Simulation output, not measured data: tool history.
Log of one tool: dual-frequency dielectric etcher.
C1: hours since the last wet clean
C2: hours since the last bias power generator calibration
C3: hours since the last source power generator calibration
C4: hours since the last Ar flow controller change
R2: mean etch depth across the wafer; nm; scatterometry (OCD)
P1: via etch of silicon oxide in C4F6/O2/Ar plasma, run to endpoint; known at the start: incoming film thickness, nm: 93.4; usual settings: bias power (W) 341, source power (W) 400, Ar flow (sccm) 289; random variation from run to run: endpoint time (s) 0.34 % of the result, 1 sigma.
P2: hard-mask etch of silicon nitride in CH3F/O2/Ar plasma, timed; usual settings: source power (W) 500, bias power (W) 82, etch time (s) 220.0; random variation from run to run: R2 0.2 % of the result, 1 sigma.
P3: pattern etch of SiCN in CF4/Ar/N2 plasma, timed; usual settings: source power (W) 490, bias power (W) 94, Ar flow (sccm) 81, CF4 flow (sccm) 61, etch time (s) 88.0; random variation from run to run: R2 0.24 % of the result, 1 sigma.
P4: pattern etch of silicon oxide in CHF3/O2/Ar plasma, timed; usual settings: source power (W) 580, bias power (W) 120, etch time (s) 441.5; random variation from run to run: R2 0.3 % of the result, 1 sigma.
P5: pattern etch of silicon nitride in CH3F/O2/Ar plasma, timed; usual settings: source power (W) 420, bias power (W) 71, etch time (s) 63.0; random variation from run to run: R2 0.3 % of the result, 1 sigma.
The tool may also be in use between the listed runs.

{"run": 1, "hour": 4.1, "process that ran": "P1", "bias power (W)": 341, "source power (W)": 400, "Ar flow (sccm)": 289, "C1": 281.1, "C2": 174.8, "C3": 290.4, "C4": 753.6, "endpoint time (s)": 23.897}
{"run": 2, "hour": 8.1, "process that ran": "P5", "bias power (W)": 49, "source power (W)": 420, "etch time (s)": 63.0, "C1": 285.1, "C2": 178.8, "C3": 294.4, "C4": 757.6, "R2": 41.649}
{"run": 3, "hour": 14.8, "process that ran": "P5", "bias power (W)": 71, "source power (W)": 280, "etch time (s)": 63.0, "C1": 291.8, "C2": 185.5, "C3": 301.1, "C4": 764.3, "R2": 40.143}
{"run": 4, "hour": 21.4, "process that ran": "P3", "bias power (W)": 125, "source power (W)": 490, "Ar flow (sccm)": 81, "etch time (s)": 88.0, "CF4 flow (sccm)": 61, "C1": 298.4, "C2": 192.1, "C3": 307.7, "C4": 770.9, "R2": 100.55}
{"run": 5, "hour": 26.8, "process that ran": "P1", "bias power (W)": 341, "source power (W)": 400, "Ar flow (sccm)": 289, "C1": 303.8, "C2": 197.5, "C3": 313.1, "C4": 776.3, "endpoint time (s)": 23.894}
{"run": 6, "hour": 31.0, "process that ran": "P1", "bias power (W)": 341, "source power (W)": 400, "Ar flow (sccm)": 289, "C1": 308.0, "C2": 201.7, "C3": 317.3, "C4": 780.5, "endpoint time (s)": 23.825}
{"run": 7, "hour": 34.9, "process that ran": "P3", "bias power (W)": 94, "source power (W)": 490, "Ar flow (sccm)": 81, "etch time (s)": 59.0, "CF4 flow (sccm)": 61, "C1": 311.9, "C2": 205.6, "C3": 321.2, "C4": 784.4, "R2": 61.069}
{"run": 8, "hour": 40.1, "process that ran": "P5", "bias power (W)": 71, "source power (W)": 420, "etch time (s)": 63.0, "C1": 317.1, "C2": 210.8, "C3": 326.4, "C4": 789.6, "R2": 46.716}
{"run": 9, "hour": 47.0, "process that ran": "P1", "bias power (W)": 341, "source power (W)": 400, "Ar flow (sccm)": 371, "C1": 324.0, "C2": 217.7, "C3": 333.3, "C4": 796.5, "endpoint time (s)": 24.331}
{"run": 10, "hour": 50.8, "process that ran": "P1", "bias power (W)": 426, "source power (W)": 400, "Ar flow (sccm)": 289, "C1": 327.8, "C2": 221.5, "C3": 337.1, "C4": 800.3, "endpoint time (s)": 22.075}
{"run": 11, "hour": 55.7, "process that ran": "P2", "bias power (W)": 82, "source power (W)": 330, "etch time (s)": 220.0, "C1": 332.7, "C2": 226.4, "C3": 342.0, "C4": 805.2, "R2": 147.84}
{"run": 12, "hour": 62.8, "process that ran": "P4", "bias power (W)": 120, "source power (W)": 580, "etch time (s)": 606.0, "C1": 339.8, "C2": 233.5, "C3": 349.1, "C4": 812.3, "R2": 1058.8}
{"run": 13, "hour": 67.8, "process that ran": "P4", "bias power (W)": 120, "source power (W)": 580, "etch time (s)": 441.5, "C1": 344.8, "C2": 238.5, "C3": 354.1, "C4": 817.3, "R2": 770.68}
{"run": 14, "hour": 75.3, "process that ran": "P2", "bias power (W)": 82, "source power (W)": 500, "etch time (s)": 121.0, "C1": 352.3, "C2": 246.0, "C3": 361.6, "C4": 824.8, "R2": 95.305}
{"run": 15, "hour": 79.4, "process that ran": "P1", "bias power (W)": 341, "source power (W)": 260, "Ar flow (sccm)": 289, "C1": 356.4, "C2": 250.1, "C3": 365.7, "C4": 828.9, "endpoint time (s)": 27.94}
{"run": 16, "hour": 84.5, "process that ran": "P1", "bias power (W)": 341, "source power (W)": 540, "Ar flow (sccm)": 178, "C1": 361.5, "C2": 255.2, "C3": 370.8, "C4": 834.0, "endpoint time (s)": 20.177}
{"run": 17, "hour": 90.4, "process that ran": "P1", "bias power (W)": 341, "source power (W)": 400, "Ar flow (sccm)": 289, "C1": 367.4, "C2": 261.1, "C3": 376.7, "C4": 839.9, "endpoint time (s)": 23.872}
{"run": 18, "hour": 95.9, "process that ran": "P4", "bias power (W)": 120, "source power (W)": 580, "etch time (s)": 441.5, "C1": 372.9, "C2": 266.6, "C3": 382.2, "C4": 845.4, "R2": 778.71}
{"run": 19, "hour": 103.9, "process that ran": "P5", "bias power (W)": 71, "source power (W)": 420, "etch time (s)": 81.0, "C1": 380.9, "C2": 274.6, "C3": 390.2, "C4": 853.4, "R2": 59.918}
{"run": 20, "hour": 112.5, "process that ran": "P2", "bias power (W)": 51, "source power (W)": 500, "etch time (s)": 220.0, "C1": 389.5, "C2": 283.2, "C3": 398.8, "C4": 862.0, "R2": 148.41}
{"run": 21, "hour": 119.4, "process that ran": "P1", "bias power (W)": 341, "source power (W)": 400, "Ar flow (sccm)": 289, "C1": 396.4, "C2": 290.1, "C3": 405.7, "C4": 868.9, "endpoint time (s)": 23.868}
{"run": 22, "hour": 124.1, "process that ran": "P1", "bias power (W)": 341, "source power (W)": 400, "Ar flow (sccm)": 289, "C1": 401.1, "C2": 294.8, "C3": 410.4, "C4": 873.6, "endpoint time (s)": 23.712}
{"run": 23, "hour": 132.1, "process that ran": "P1", "bias power (W)": 259, "source power (W)": 400, "Ar flow (sccm)": 289, "C1": 409.1, "C2": 302.8, "C3": 418.4, "C4": 881.6, "endpoint time (s)": 26.289}
{"run": 24, "hour": 138.8, "process that ran": "P1", "bias power (W)": 341, "source power (W)": 400, "Ar flow (sccm)": 226, "C1": 415.8, "C2": 309.5, "C3": 425.1, "C4": 888.3, "endpoint time (s)": 23.164}
{"run": 25, "hour": 144.0, "process that ran": "P4", "bias power (W)": 72, "source power (W)": 580, "etch time (s)": 441.5, "C1": 421.0, "C2": 314.7, "C3": 430.3, "C4": 893.5, "R2": 666.62}
{"run": 26, "hour": 151.3, "process that ran": "P3", "bias power (W)": 94, "source power (W)": 330, "Ar flow (sccm)": 81, "etch time (s)": 88.0, "CF4 flow (sccm)": 61, "C1": 428.3, "C2": 322.0, "C3": 437.6, "C4": 900.8, "R2": 64.156}
{"run": 27, "hour": 155.2, "process that ran": "P3", "bias power (W)": 94, "source power (W)": 490, "Ar flow (sccm)": 113, "etch time (s)": 88.0, "CF4 flow (sccm)": 61, "C1": 432.2, "C2": 325.9, "C3": 441.5, "C4": 904.7, "R2": 86.151}
{"run": 28, "hour": 161.0, "process that ran": "P3", "bias power (W)": 94, "source power (W)": 490, "Ar flow (sccm)": 81, "etch time (s)": 88.0, "CF4 flow (sccm)": 61, "C1": 438.0, "C2": 331.7, "C3": 447.3, "C4": 910.5, "R2": 90.592}
{"run": 29, "hour": 168.8, "process that ran": "P3", "bias power (W)": 94, "source power (W)": 490, "Ar flow (sccm)": 81, "etch time (s)": 88.0, "CF4 flow (sccm)": 76, "C1": 445.8, "C2": 339.5, "C3": 455.1, "C4": 918.3, "R2": 92.881}
{"run": 30, "hour": 175.9, "process that ran": "P2", "bias power (W)": 82, "source power (W)": 500, "etch time (s)": 220.0, "C1": 452.9, "C2": 346.6, "C3": 462.2, "C4": 925.4, "R2": 173.75}
{"run": 31, "hour": 181.8, "process that ran": "P1", "bias power (W)": 341, "source power (W)": 540, "Ar flow (sccm)": 289, "C1": 458.8, "C2": 352.5, "C3": 468.1, "C4": 931.3, "endpoint time (s)": 21.305}
{"run": 32, "hour": 189.3, "process that ran": "P4", "bias power (W)": 120, "source power (W)": 410, "etch time (s)": 441.5, "C1": 466.3, "C2": 360.0, "C3": 475.6, "C4": 938.8, "R2": 674.58}
{"run": 33, "hour": 197.7, "process that ran": "P1", "bias power (W)": 341, "source power (W)": 400, "Ar flow (sccm)": 289, "C1": 474.7, "C2": 368.4, "C3": 484.0, "C4": 947.2, "endpoint time (s)": 23.948}
{"run": 34, "hour": 206.2, "process that ran": "P1", "bias power (W)": 341, "source power (W)": 400, "Ar flow (sccm)": 289, "C1": 483.2, "C2": 376.9, "C3": 492.5, "C4": 955.7, "endpoint time (s)": 23.604}
{"run": 35, "hour": 213.6, "process that ran": "P1", "bias power (W)": 341, "source power (W)": 400, "Ar flow (sccm)": 289, "C1": 490.6, "C2": 384.3, "C3": 499.9, "C4": 963.1, "endpoint time (s)": 23.55}
{"run": 36, "hour": 221.7, "process that ran": "P1", "bias power (W)": 341, "source power (W)": 400, "Ar flow (sccm)": 289, "C1": 498.7, "C2": 392.4, "C3": 508.0, "C4": 971.2, "endpoint time (s)": 23.497}
{"run": 37, "hour": 229.2, "process that ran": "P1", "bias power (W)": 341, "source power (W)": 400, "Ar flow (sccm)": 289, "C1": 506.2, "C2": 399.9, "C3": 515.5, "C4": 978.7, "endpoint time (s)": 23.325}
{"hour": 234.0, "done": "wet clean of the chamber"}
{"run": 38, "hour": 236.1, "process that ran": "P1", "bias power (W)": 341, "source power (W)": 400, "Ar flow (sccm)": 289, "C1": 2.2, "C2": 406.8, "C3": 522.4, "C4": 985.6, "endpoint time (s)": 23.354}

Forecast run 39:
{"run": 39, "hour": 240.4, "process that ran": "P1", "bias power (W)": 341, "source power (W)": 400, "Ar flow (sccm)": 289, "C1": 6.5, "C2": 411.1, "C3": 526.7, "C4": 989.9, "endpoint time (s)": "?"}

endpoint time (s): 23.419
